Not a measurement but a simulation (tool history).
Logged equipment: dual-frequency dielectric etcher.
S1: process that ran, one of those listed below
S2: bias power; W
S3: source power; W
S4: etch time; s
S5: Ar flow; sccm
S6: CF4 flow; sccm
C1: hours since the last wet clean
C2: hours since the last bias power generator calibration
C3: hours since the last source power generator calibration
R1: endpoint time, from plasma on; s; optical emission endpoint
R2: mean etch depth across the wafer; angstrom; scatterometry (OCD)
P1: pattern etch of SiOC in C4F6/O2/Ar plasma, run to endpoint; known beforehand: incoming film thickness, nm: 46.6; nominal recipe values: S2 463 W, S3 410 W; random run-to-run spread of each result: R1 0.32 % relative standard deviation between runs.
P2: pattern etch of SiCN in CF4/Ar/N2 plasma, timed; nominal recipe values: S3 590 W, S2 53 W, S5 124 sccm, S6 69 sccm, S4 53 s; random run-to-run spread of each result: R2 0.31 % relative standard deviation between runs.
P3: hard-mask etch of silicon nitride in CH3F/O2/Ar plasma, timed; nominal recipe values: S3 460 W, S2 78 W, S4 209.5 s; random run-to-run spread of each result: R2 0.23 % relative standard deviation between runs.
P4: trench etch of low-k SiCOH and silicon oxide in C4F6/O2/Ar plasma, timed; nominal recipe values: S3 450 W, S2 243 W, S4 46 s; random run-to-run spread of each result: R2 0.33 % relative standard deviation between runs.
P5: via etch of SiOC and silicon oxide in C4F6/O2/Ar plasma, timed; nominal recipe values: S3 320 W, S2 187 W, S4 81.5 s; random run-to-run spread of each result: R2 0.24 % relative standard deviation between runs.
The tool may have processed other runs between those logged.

run	hour	S1	S2	S3	S4	S5	S6	C1	C2	C3	R1	R2
1	15.8	P1	463	410				417.9	993.3	2968.7	16.282	
2	26.5	P1	381	540				428.6	1004	2979.4	15.697	
3	38.8	P3	78	590	209.5			440.9	1016.3	2991.7		1657.6
4	56.9	P1	463	410				459	1034.4	3009.8	16.302	
5	70.4	P1	463	410				472.5	1047.9	3023.3	16.33	
6	86.4	P5	187	230	81.5			488.5	1063.9	3039.3		747.17
7	102	P1	615	260				504.1	1079.5	3054.9	17.306	
8	110.4	P2	53	400	53	124	69	512.5	1087.9	3063.3		355.66
9	121.2	P2	53	590	53	80	69	523.3	1098.7	3074.1		541.88
10	133.7	P5	187	320	81.5			535.8	1111.2	3086.6		848.04
11	148.6	P4	332	450	46			550.7	1126.1	3101.5		1909
12	157.9	P1	463	280				560	1135.4	3110.8	18.768	
13	175.5	P4	243	450	46			577.6	1153	3128.4		1707.2
14	193.8	P1	463	410				595.9	1171.3	3146.7	16.375	
15	209.1	P3	97	460	209.5			611.2	1186.6	3162		1628.6
16	220.4	P3	78	460	209.5			622.5	1197.9	3173.3		1510.8
17	229.4	P1	638	410				631.5	1206.9	3182.3	14.475	
18	240.5	P4	243	580	46			642.6	1218	3193.4		1894.8
19	251.9	P3	78	460	314.5			654	1229.4	3204.8		2263.5
20	264.1	P1	332	410				666.2	1241.6	3217	18.375	
# hour 270.2: wet clean of the chamber
21	276.9	P1	463	410				6.7	1254.4	3229.8	16.215	
22	286.7	P2	53	590	53	124	46	16.5	1264.2	3239.6		465.69
23	305.2	P2	68	590	53	124	69	35	1282.7	3258.1		548.75
24	320.4	P5	187	320	55			50.2	1297.9	3273.3		574.47
25	335.3	P1	463	500				65.1	1312.8	3288.2	15.106	
26	343.9	P1	463	410				73.7	1321.4	3296.8	16.367	
27	362.3	P3	78	460	209.5			92.1	1339.8	3315.2		1512.4
28	380.6	P4	243	450	68.5			110.4	1358.1	3333.5		2549.4
29	392	P5	187	320	81.5			121.8	1369.5	3344.9		847.81
30	404.8	P2	53	590	36	124	69	134.6	1382.3	3357.7		340.44
31	419.2	P2	53	590	53	124	69	149	1396.7	3372.1		501.54
32	433.1	P5	264	320	81.5			162.9	1410.6	3386		953.94
33	444.2	P2	53	590	53	124	69	174	1421.7	3397.1		502.73
34	459.9	P1	312	300				189.7	1437.4	3412.8	21.091	
35	478.2	P1	463	410				208	1455.7	3431.1	16.263	
36	492.6	P1	463	410				222.4	1470.1	3445.5	16.189	
37	503.6	P1	463	410				233.4	1481.1	3456.5	16.178	
38	512.6	P1	463	410				242.4	1490.1	3465.5	16.1	
39	523.1	P1	463	410				252.9	1500.6	3476	16.074	
40	536.9	P1	463	410				266.7	1514.4	3489.8	16.189	
# hour 540.4: wet clean of the chamber
41	551.5	P1	463	410				11.1	1529	3504.4	16.059	
42	565.6	P1	463	410				25.2	1543.1	3518.5	16.077	
43	577.7	P1	463	410				37.3	1555.2	3530.6	16.044	
44	594.6	P1	463	410				54.2	1572.1	3547.5	15.997	
45	611.6	P1	463	410				71.2	1589.1	3564.5	16.069	
46	629.6	P1	463	410				89.2	1607.1	3582.5	16.092	

Something has made what P1 gives creep away from where it was; the 2 causes below, each at its own stated size, fit the log equally well:
A: source power that arrives over what is set, % = 4.4
B: bias power that arrives over what is set, % = 4.41
Creep in the process output first set in at about hour 478.2.
The rest of the possible causes, and what rules out each one:
chamber walls in a state that raises the etch rate, %: serviced after onset, at hour 540.4, with no recovery of the prior output

The check runs listed below each take one wafer, and their results are still question marks. Under which run would the listed causes lead to clearly different results?
check 1	647.6	P4	322	510	46							?
check 2	647.6	P2	66	470	53	124	69					?
check 3	647.6	P5	187	260	81.5							?
check 4	647.6	P3	78	580	309.5							?

What every check run would give for each of its results, assuming each possible cause in turn:
check	result	if A	if B
check 1	R2	2007.9	2005.4
check 2	R2	461.15	450.9
check 3	R2	797.81	796.2
check 4	R2	2475.6	2471.5
Smallest distance between any two causes, each pair judged by its most separating result, in per cent: check 1 0.12 %; check 2 2.25 %; check 3 0.2 %; check 4 0.17 %
Of the check runs offered, only check 2 discriminates between the causes; the rest would read about the same regardless of which cause applies.

Here is what check 2 returned: R2 449.93 angstrom. Which cause is it?

The correct cause is B, namely: bias power that arrives over what is set, %.
